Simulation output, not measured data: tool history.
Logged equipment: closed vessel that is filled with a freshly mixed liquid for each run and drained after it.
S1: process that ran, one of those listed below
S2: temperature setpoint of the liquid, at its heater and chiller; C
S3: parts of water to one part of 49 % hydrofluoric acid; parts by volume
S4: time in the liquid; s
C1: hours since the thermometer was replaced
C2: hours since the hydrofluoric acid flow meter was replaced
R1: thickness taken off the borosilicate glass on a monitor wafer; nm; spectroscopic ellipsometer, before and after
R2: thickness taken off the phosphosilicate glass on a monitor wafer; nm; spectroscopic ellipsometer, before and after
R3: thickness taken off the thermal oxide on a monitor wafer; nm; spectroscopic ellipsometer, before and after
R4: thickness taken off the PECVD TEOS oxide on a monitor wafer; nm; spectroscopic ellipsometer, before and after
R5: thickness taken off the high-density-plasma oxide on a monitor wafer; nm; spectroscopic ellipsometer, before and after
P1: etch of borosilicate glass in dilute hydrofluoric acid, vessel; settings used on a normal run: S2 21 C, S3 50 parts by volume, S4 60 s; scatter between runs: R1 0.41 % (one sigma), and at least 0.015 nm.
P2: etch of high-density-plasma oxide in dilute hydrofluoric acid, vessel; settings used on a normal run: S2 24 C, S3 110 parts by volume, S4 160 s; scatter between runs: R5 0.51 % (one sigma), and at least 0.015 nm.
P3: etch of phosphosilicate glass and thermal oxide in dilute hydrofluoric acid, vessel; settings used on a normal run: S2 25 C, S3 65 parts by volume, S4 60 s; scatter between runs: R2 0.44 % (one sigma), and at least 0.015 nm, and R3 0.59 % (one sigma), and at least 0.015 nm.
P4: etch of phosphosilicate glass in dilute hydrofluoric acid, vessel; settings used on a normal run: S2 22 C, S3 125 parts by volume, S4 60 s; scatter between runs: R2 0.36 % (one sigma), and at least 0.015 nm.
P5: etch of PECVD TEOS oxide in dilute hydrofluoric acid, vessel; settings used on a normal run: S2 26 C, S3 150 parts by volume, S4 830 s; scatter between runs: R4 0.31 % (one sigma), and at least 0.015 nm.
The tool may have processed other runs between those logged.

run	hour	S1	S2	S3	S4	C1	C2	R1	R2	R3	R4	R5
1	10.7	P1	21	50	60	300.7	585.7	24.473				
2	22.6	P4	22	125	30	312.6	597.6		16.869			
3	31.2	P1	17	50	60	321.2	606.2	20.549				
4	46.9	P3	19	65	60	336.9	621.9		97.748	3.7764		
5	55.2	P4	27	125	60	345.2	630.2		41.149			
6	62.2	P5	26	150	830	352.2	637.2				58.837	
7	77.3	P5	31	150	830	367.3	652.3				70.596	
8	84.5	P5	26	150	430	374.5	659.5				30.534	
9	94	P3	25	65	110	384	669		230.83	8.9304		
10	106.8	P2	17	110	160	396.8	681.8					10.65
11	117.2	P1	21	20	60	407.2	692.2	63.541				
12	126.1	P1	25	50	60	416.1	701.1	28.904				
13	137.1	P1	21	50	60	427.1	712.1	24.518				
14	144.3	P5	26	210	830	434.3	719.3				39.178	
15	157	P2	24	110	160	447	732					13.962
16	166.8	P2	24	40	160	456.8	741.8					42.205
17	174.8	P1	27	25	60	464.8	749.8	65.129				
18	186.9	P1	21	50	30	476.9	761.9	12.148				
19	195.8	P4	22	125	60	485.8	770.8		33.814			
20	206.7	P3	25	20	60	496.7	781.7		437.43	16.754		
21	219.3	P1	21	50	110	509.3	794.3	44.585				
22	232.7	P1	21	50	60	522.7	807.7	24.465				
23	243.1	P3	25	65	60	533.1	818.1		125.69	4.8541		
24	252.5	P4	22	25	60	542.5	827.5		190.08			
25	260.6	P2	24	110	160	550.6	835.6					13.833
26	272.5	P1	21	50	60	562.5	847.5	24.453				
27	284.9	P1	17	90	60	574.9	859.9	11.033				
28	292.2	P1	21	80	60	582.2	867.2	14.854				
29	303.4	P2	24	110	310	593.4	878.4					26.9
30	312.8	P1	21	50	60	602.8	887.8	24.422				
31	323.9	P1	21	50	60	613.9	898.9	25.431				
32	331	P1	21	50	60	621	906	26.158				
33	345.4	P1	21	50	60	635.4	920.4	26.359				
34	360.7	P1	21	50	60	650.7	935.7	26.887				
35	371.7	P1	21	50	60	661.7	946.7	26.882				
36	380.1	P1	21	50	60	670.1	955.1	27.013				
37	388.2	P1	21	50	60	678.2	963.2	26.901				
38	400	P1	21	50	60	690	975	27.071				

What P1 gives has crept away from where it was. These 2 causes fit the log equally well, each at the size given:
A: liquid hotter than its thermometer reads (K) = 2.34
B: hydrofluoric acid flow above the setpoint (%) = 9.64
The gradual shift began around hour 312.8.

The check runs listed below each take one wafer, and their results are still question marks. Under which run would the listed causes lead to clearly different results?
check 1	411.8	P4	25	50	60				?			
check 2	411.8	P5	30	190	830						?	
check 3	411.8	P2	18.5	110	275							?
check 4	411.8	P3	19	65	80				?	?		

Outcome of each check run for each possible cause:
check	result	if A	if B
check 1	R2	114.93	115.33
check 2	R4	55.482	57.321
check 3	R5	21.168	21.307
check 4	R2	144.19	144.26
check 4	R3	5.5447	5.5474
Distance between the nearest two causes, measured in the result of the check that separates them most: check 1 0.35 %; check 2 3.26 %; check 3 0.66 %; check 4 0.05 %
Check 2 is the one run that separates the causes; every other check would come out nearly the same whichever cause is at work.

Then check 2 was run and gave: R4 55.786 nm. Which cause is it?

A is the cause: liquid hotter than its thermometer reads (K).

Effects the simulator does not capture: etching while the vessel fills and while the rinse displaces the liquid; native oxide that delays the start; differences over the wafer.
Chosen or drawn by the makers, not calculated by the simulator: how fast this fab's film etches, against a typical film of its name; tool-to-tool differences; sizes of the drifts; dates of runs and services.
